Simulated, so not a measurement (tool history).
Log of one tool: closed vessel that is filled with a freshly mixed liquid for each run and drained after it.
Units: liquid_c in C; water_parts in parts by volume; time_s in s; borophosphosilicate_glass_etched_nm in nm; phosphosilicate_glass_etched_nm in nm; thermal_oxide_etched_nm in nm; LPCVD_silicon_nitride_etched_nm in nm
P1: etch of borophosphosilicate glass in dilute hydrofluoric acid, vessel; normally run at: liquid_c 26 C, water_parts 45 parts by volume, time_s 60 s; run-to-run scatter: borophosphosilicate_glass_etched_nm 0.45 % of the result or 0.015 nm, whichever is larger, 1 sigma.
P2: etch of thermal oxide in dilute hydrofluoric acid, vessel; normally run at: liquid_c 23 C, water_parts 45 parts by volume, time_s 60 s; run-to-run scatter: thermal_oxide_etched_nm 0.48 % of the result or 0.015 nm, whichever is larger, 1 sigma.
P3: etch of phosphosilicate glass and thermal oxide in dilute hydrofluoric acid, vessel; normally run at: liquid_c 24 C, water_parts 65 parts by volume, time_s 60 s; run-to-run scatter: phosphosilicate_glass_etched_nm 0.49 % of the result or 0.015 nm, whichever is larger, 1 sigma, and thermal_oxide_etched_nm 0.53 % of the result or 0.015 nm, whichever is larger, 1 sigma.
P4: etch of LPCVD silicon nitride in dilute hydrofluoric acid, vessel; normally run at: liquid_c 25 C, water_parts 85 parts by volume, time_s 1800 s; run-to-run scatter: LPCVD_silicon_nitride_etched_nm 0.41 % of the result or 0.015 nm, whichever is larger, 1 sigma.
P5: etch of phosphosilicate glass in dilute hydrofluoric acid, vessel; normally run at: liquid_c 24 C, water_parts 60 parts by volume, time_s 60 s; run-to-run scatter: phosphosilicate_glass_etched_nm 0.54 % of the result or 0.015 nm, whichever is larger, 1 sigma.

run     day  process  liquid_c  water_parts  time_s  borophosphosilicate_glass_etched_nm  phosphosilicate_glass_etched_nm  thermal_oxide_etched_nm  LPCVD_silicon_nitride_etched_nm
  1   0.575       P1        26           45      60                               100.21
  2   0.975       P1        26           45      60                               101.09
  3   1.412       P5      20.5           60      60                                                                 178.3
  4   1.958       P1      30.5           25      60                               221.84
  5   2.412       P1        26           75      60                               58.299
  6   2.821       P1        26           20      60                               234.97
  7   3.246       P2        23           45      60                                                                                         6.4097
  8   3.758       P2        23           45      30                                                                                         3.2356
  9   4.179       P1        26           45      60                               100.55
 10   4.538       P1      20.5           45      60                                80.49
 11   4.958       P3        24           65      60                                                                169.44                   4.5565
 12   5.321       P5        24           60      60                                                                207.11
 13   5.658       P1        26           45      30                               49.716
 14   5.979       P4        25           85    1800                                                                                                                           12.93
 15   6.267       P4      29.5           85    1800                                                                                                                          17.378
 16   6.638       P1        26           45      60                               100.13
 17   6.912       P4        25          140    1800                                                                                                                          7.8817
 18   7.317       P3        24          110      60                                                                93.663                   2.5555
 19   7.621       P2        23           45      60                                                                                         6.3749
 20   8.046       P4        25           85    1800                                                                                                                          12.996
 21   8.425       P2        23           70      60                                                                                         4.0166
 22       9       P1        26           20      85                               330.24
 23   9.346       P5        24           60     115                                                                398.55
      9.492  -- thermometer replaced
 24   9.704       P5        24           20      60                                                                654.61
 25  10.079       P5        24           60      60                                                                205.31
 26  10.488       P2        17           45      60                                                                                         4.9994
 27  10.967       P4        25           85    3140                                                                                                                          22.752
 28  11.362       P1        26           45      60                               99.823
 29   11.75       P1      33.5           45      60                                  135
 30   12.25       P3        19           65      60                                                                137.43                   3.7207
 31  12.825       P3        24           65      30                                                                83.497                   2.3135
 32  13.317       P1        26           45     105                               175.36
 33  13.675       P1        26           45      60                                100.5
 34  14.158       P1        26           45      60                                101.3
 35  14.429       P1        26           45      60                               97.995
 36  14.792       P1        26           45      60                               94.914
 37  15.258       P1        26           45      60                               94.282
 38  15.621       P1        26           45      60                               92.392
 39  16.058       P1        26           45      60                               91.919
 40  16.354       P1        26           45      60                               92.329
 41    16.9       P1        26           45      60                               91.376
 42  17.233       P1        26           45      60                               92.776

What P1 gives has crept away from where it was. These 2 causes fit the log equally well, each at the size given:
A: liquid colder than its thermometer reads (K) = 2.21
B: hydrofluoric acid flow below the setpoint (%) = 8.15
The creep began at about day 14.158.

4 check runs are offered, one wafer each, their results left as question marks. Which one tells the causes apart?
check 1  17.567       P4        25           85    1800                                                                                                                               ?
check 2  17.567       P5        24           60      60                                                                     ?
check 3  17.567       P2        23           45      60                                                                                              ?
check 4  17.567       P3        24           65      60                                                                     ?                        ?

What each check would give under each cause:
  check                           result    if A    if B
check 1  LPCVD_silicon_nitride_etched_nm   11.19  11.914
check 2  phosphosilicate_glass_etched_nm  189.04  188.89
check 3          thermal_oxide_etched_nm  5.8485  5.8643
check 4  phosphosilicate_glass_etched_nm   153.6  153.33
check 4          thermal_oxide_etched_nm  4.1708  4.1634
How far apart the two closest causes lie, in the result that separates them most: check 1 6.27 %; check 2 0.08 %; check 3 0.27 %; check 4 0.18 %
Check 1 tells the causes apart: in the others they would give nearly the same result.

Check 1 was then run and gave: LPCVD_silicon_nitride_etched_nm 11.213 nm. Which cause is it?

It is A: liquid colder than its thermometer reads (K).

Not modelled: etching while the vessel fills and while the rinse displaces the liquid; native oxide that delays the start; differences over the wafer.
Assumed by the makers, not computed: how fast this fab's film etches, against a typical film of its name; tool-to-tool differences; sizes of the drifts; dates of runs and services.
